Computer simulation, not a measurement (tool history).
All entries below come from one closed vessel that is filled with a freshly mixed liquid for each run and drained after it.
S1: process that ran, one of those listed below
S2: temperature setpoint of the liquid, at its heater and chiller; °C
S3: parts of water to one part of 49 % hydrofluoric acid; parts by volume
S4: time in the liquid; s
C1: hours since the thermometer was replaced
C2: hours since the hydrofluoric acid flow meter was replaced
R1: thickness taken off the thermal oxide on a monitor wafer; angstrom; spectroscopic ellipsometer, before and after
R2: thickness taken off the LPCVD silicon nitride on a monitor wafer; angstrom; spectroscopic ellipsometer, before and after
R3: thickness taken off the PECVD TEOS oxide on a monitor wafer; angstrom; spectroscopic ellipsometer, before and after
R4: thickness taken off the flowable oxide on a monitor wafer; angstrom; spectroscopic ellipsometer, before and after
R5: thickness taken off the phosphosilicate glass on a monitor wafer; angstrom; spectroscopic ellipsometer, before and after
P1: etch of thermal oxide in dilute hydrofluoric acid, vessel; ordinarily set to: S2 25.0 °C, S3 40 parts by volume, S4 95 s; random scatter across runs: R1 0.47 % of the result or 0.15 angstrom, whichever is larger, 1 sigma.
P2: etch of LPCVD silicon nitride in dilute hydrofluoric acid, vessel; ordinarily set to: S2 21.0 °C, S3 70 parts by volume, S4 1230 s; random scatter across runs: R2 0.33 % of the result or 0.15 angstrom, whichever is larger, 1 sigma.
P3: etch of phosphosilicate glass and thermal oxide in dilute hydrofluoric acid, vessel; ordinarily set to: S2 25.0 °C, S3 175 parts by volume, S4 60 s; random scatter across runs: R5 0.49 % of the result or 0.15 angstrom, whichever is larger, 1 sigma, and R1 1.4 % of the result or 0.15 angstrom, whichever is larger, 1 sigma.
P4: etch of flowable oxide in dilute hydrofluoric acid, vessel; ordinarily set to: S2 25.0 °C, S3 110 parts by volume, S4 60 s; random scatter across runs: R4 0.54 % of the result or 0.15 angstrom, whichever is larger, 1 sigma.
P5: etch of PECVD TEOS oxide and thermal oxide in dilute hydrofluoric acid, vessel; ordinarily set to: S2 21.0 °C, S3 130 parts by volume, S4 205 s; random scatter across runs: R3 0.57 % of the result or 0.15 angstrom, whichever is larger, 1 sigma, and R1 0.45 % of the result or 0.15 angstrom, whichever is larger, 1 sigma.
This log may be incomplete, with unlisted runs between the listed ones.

Run 1, hour 12.6: S1 P1, S2 25.0 °C, S3 40 parts by volume, S4 95 s; C1 624.4; C2 229.7. Result: R1 122.9200 angstrom.
Run 2, hour 24.4: S1 P2, S2 21.0 °C, S3 20 parts by volume, S4 1230 s; C1 636.2; C2 241.5. Result: R2 253.950 angstrom.
Run 3, hour 38.9: S1 P1, S2 25.0 °C, S3 40 parts by volume, S4 95 s; C1 650.7; C2 256.0. Result: R1 124.1600 angstrom.
Run 4, hour 48.4: S1 P1, S2 29.5 °C, S3 40 parts by volume, S4 95 s; C1 660.2; C2 265.5. Result: R1 147.2900 angstrom.
Run 5, hour 63.1: S1 P5, S2 17.0 °C, S3 130 parts by volume, S4 205 s; C1 674.9; C2 280.2. Result: R1 54.3370 angstrom, R3 119.31 angstrom.
Run 6, hour 72.5: S1 P4, S2 25.0 °C, S3 110 parts by volume, S4 95 s; C1 684.3; C2 289.6. Result: R4 490.44 angstrom.
Run 7, hour 80.9: S1 P1, S2 25.0 °C, S3 40 parts by volume, S4 95 s; C1 692.7; C2 298.0. Result: R1 124.3300 angstrom.
Run 8, hour 94.1: S1 P1, S2 31.5 °C, S3 25 parts by volume, S4 95 s; C1 705.9; C2 311.2. Result: R1 264.1200 angstrom.
Run 9, hour 104.4: S1 P1, S2 19.0 °C, S3 40 parts by volume, S4 95 s; C1 716.2; C2 321.5. Result: R1 95.4530 angstrom.
Run 10, hour 111.7: S1 P3, S2 25.0 °C, S3 175 parts by volume, S4 30 s; C1 723.5; C2 328.8. Result: R1 8.2078 angstrom, R5 260.23 angstrom.
Run 11, hour 124.3: S1 P2, S2 21.0 °C, S3 70 parts by volume, S4 1230 s; C1 736.1; C2 341.4. Result: R2 75.362 angstrom.
Run 12, hour 133.8: S1 P1, S2 25.0 °C, S3 70 parts by volume, S4 95 s; C1 745.6; C2 350.9. Result: R1 67.7090 angstrom.
Run 13, hour 144.4: S1 P3, S2 25.0 °C, S3 30 parts by volume, S4 60 s; C1 756.2; C2 361.5. Result: R1 107.4800 angstrom, R5 3620.80 angstrom.
Run 14, hour 157.8: S1 P5, S2 21.0 °C, S3 130 parts by volume, S4 205 s; C1 769.6; C2 374.9. Result: R1 64.2460 angstrom, R3 142.12 angstrom.
Run 15, hour 171.7: S1 P4, S2 25.0 °C, S3 110 parts by volume, S4 60 s; C1 783.5; C2 388.8. Result: R4 313.52 angstrom.
Run 16, hour 180.3: S1 P2, S2 17.0 °C, S3 70 parts by volume, S4 1230 s; C1 792.1; C2 397.4. Result: R2 57.246 angstrom.
Run 17, hour 189.9: S1 P5, S2 21.0 °C, S3 130 parts by volume, S4 325 s; C1 801.7; C2 407.0. Result: R1 101.2500 angstrom, R3 225.10 angstrom.
Run 18, hour 204.4: S1 P1, S2 25.0 °C, S3 40 parts by volume, S4 140 s; C1 816.2; C2 421.5. Result: R1 180.7900 angstrom.
Run 19, hour 213.0: S1 P1, S2 25.0 °C, S3 20 parts by volume, S4 95 s; C1 824.8; C2 430.1. Result: R1 252.6500 angstrom.
At hour 224.6: thermometer replaced.
Run 20, hour 225.6: S1 P5, S2 21.0 °C, S3 25 parts by volume, S4 205 s; C1 1.1; C2 442.7. Result: R1 378.1300 angstrom, R3 839.06 angstrom.
Run 21, hour 232.8: S1 P3, S2 25.0 °C, S3 175 parts by volume, S4 60 s; C1 8.3; C2 449.9. Result: R1 15.2660 angstrom, R5 517.06 angstrom.
Run 22, hour 242.7: S1 P5, S2 21.0 °C, S3 130 parts by volume, S4 205 s; C1 18.2; C2 459.8. Result: R1 63.8770 angstrom, R3 141.38 angstrom.
Run 23, hour 255.2: S1 P4, S2 20.5 °C, S3 110 parts by volume, S4 60 s; C1 30.7; C2 472.3. Result: R4 258.65 angstrom.
Run 24, hour 266.8: S1 P2, S2 21.0 °C, S3 70 parts by volume, S4 2420 s; C1 42.3; C2 483.9. Result: R2 149.510 angstrom.
Run 25, hour 278.3: S1 P2, S2 21.0 °C, S3 70 parts by volume, S4 1230 s; C1 53.8; C2 495.4. Result: R2 75.934 angstrom.
Run 26, hour 288.0: S1 P3, S2 17.0 °C, S3 175 parts by volume, S4 60 s; C1 63.5; C2 505.1. Result: R1 11.6820 angstrom, R5 381.57 angstrom.
Run 27, hour 297.3: S1 P1, S2 25.0 °C, S3 40 parts by volume, S4 95 s; C1 72.8; C2 514.4. Result: R1 123.9200 angstrom.
Run 28, hour 307.0: S1 P1, S2 25.0 °C, S3 40 parts by volume, S4 30 s; C1 82.5; C2 524.1. Result: R1 38.6980 angstrom.
Run 29, hour 313.7: S1 P4, S2 25.0 °C, S3 20 parts by volume, S4 60 s; C1 89.2; C2 530.8. Result: R4 1938.70 angstrom.
Run 30, hour 324.9: S1 P1, S2 25.0 °C, S3 40 parts by volume, S4 95 s; C1 100.4; C2 542.0. Result: R1 124.7000 angstrom.
Run 31, hour 332.3: S1 P1, S2 25.0 °C, S3 40 parts by volume, S4 95 s; C1 107.8; C2 549.4. Result: R1 120.9600 angstrom.
Run 32, hour 345.8: S1 P1, S2 25.0 °C, S3 40 parts by volume, S4 95 s; C1 121.3; C2 562.9. Result: R1 117.0500 angstrom.
Run 33, hour 355.5: S1 P1, S2 25.0 °C, S3 40 parts by volume, S4 95 s; C1 131.0; C2 572.6. Result: R1 114.6900 angstrom.
Run 34, hour 362.4: S1 P1, S2 25.0 °C, S3 40 parts by volume, S4 95 s; C1 137.9; C2 579.5. Result: R1 114.3300 angstrom.
Run 35, hour 372.7: S1 P1, S2 25.0 °C, S3 40 parts by volume, S4 95 s; C1 148.2; C2 589.8. Result: R1 113.5700 angstrom.
Run 36, hour 386.4: S1 P1, S2 25.0 °C, S3 40 parts by volume, S4 95 s; C1 161.9; C2 603.5. Result: R1 113.7000 angstrom.
Run 37, hour 393.6: S1 P1, S2 25.0 °C, S3 40 parts by volume, S4 95 s; C1 169.1; C2 610.7. Result: R1 112.8900 angstrom.
Run 38, hour 404.8: S1 P1, S2 25.0 °C, S3 40 parts by volume, S4 95 s; C1 180.3; C2 621.9. Result: R1 113.6100 angstrom.

The log shows P1 creeping away from where it was. Any of the 2 causes listed here, at the size stated for it, fits the log just as well as the others:
A: hydrofluoric acid flow below the setpoint (%) = 7.93
B: liquid colder than its thermometer reads (K) = 2.11
At approximately hour 324.9, the process output began to creep.

Which of the 4 check runs listed below separates the causes, so that each cause would produce a clearly different result? Each run uses one wafer, and its results are marked with question marks.
Run check 1, hour 416.0: S1 P5, S2 21.0 °C, S3 60 parts by volume, S4 290 s. Result: R1 ?, R3 ?.
Run check 2, hour 416.0: S1 P3, S2 17.5 °C, S3 35 parts by volume, S4 60 s. Result: R1 ?, R5 ?.
Run check 3, hour 416.0: S1 P2, S2 21.0 °C, S3 45 parts by volume, S4 2385 s. Result: R2 ?.
Run check 4, hour 416.0: S1 P4, S2 25.0 °C, S3 25 parts by volume, S4 60 s. Result: R4 ?.

If the cause were each of the candidates in turn, the checks would give the following:
  check  result      if A      if B
check 1      R1  195.3900  195.3600
check 1      R3    431.38    431.32
check 2      R1   61.5910   61.1530
check 2      R5   2063.00   2048.30
check 3      R2   208.300   194.900
check 4      R4   1403.20   1398.60
Per-check spread between the two closest causes, in the result where they differ most: check 1 0.01 %; check 2 0.71 %; check 3 6.65 %; check 4 0.32 %
Check 3 distinguishes between the causes, while the remaining checks would return nearly the same result for all of them.

Then check 3 was run and gave: R2 193.850 angstrom. Which cause is it?

The correct cause is B, namely: liquid colder than its thermometer reads (K).

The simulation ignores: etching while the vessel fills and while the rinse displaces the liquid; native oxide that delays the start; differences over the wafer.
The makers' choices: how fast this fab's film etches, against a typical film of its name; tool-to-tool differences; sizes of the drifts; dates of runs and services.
